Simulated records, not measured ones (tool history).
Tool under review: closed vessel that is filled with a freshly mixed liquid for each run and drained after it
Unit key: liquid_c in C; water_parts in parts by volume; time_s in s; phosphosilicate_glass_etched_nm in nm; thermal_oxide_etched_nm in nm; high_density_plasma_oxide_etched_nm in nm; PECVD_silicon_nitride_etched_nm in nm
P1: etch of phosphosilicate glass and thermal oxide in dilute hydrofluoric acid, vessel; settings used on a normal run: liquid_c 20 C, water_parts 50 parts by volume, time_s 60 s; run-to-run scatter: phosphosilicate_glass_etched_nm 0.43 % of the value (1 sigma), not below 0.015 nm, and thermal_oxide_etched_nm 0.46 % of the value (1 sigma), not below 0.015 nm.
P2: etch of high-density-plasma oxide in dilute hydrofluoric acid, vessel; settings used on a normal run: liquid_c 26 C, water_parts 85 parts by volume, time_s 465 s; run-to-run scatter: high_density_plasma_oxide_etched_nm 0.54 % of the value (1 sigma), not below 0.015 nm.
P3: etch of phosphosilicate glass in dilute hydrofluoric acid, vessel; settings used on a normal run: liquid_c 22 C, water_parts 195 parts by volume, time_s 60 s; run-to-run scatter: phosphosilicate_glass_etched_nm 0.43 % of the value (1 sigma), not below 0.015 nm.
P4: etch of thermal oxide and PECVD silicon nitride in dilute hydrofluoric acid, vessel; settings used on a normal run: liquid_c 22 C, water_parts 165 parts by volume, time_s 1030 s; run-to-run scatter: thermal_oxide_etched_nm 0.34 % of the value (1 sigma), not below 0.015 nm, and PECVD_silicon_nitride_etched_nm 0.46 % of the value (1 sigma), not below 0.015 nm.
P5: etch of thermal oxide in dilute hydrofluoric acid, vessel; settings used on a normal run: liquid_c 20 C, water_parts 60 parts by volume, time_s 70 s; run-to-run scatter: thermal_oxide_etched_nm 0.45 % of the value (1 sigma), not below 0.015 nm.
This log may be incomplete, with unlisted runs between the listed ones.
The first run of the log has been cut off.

run  hour  process  liquid_c  water_parts  time_s  phosphosilicate_glass_etched_nm  thermal_oxide_etched_nm  high_density_plasma_oxide_etched_nm  PECVD_silicon_nitride_etched_nm
  2   8.4       P2        26           35     465                                                                                         116.19
  3  15.3       P1        17           50     100                           170.59                   7.5785
  4    21       P3        22          195      60                           16.036
  5  27.7       P2        26           85     465                                                                                         44.457
  6  32.2       P1        20           50      60                           118.04                   5.2239
  7  36.6       P1        20           70      60                           82.531                   3.6052
  8  40.3       P5        17           60      70                                                    4.4888
  9  44.6       P2        26           85     465                                                                                         44.261
 10  51.6       P3        22           35      60                           107.18
 11  54.9       P1        20           50      60                           118.35                   5.1836
 12  58.1       P1      26.5           50      60                           154.21                    6.829
 13  61.9       P3        22          195      30                           7.9386
 14  66.6       P5        20           60      70                                                    5.0737
 15  69.7       P4        22          295    1030                                                    12.408                                                                5.3274
 16  76.3       P4        22          165     435                                                    10.631                                                                4.0062
 17  83.4       P1        20           50     105                           206.96                   9.1252
 18  88.8       P5        20           60      30                                                    2.1689
 19  91.9       P1        20           50      30                           58.626                   2.6089

For run 20, what comes out?
 20  97.2       P1        20           20      60                                ?                        ?

{"run 20": {"phosphosilicate_glass_etched_nm": 305.14, "thermal_oxide_etched_nm": 13.497}}
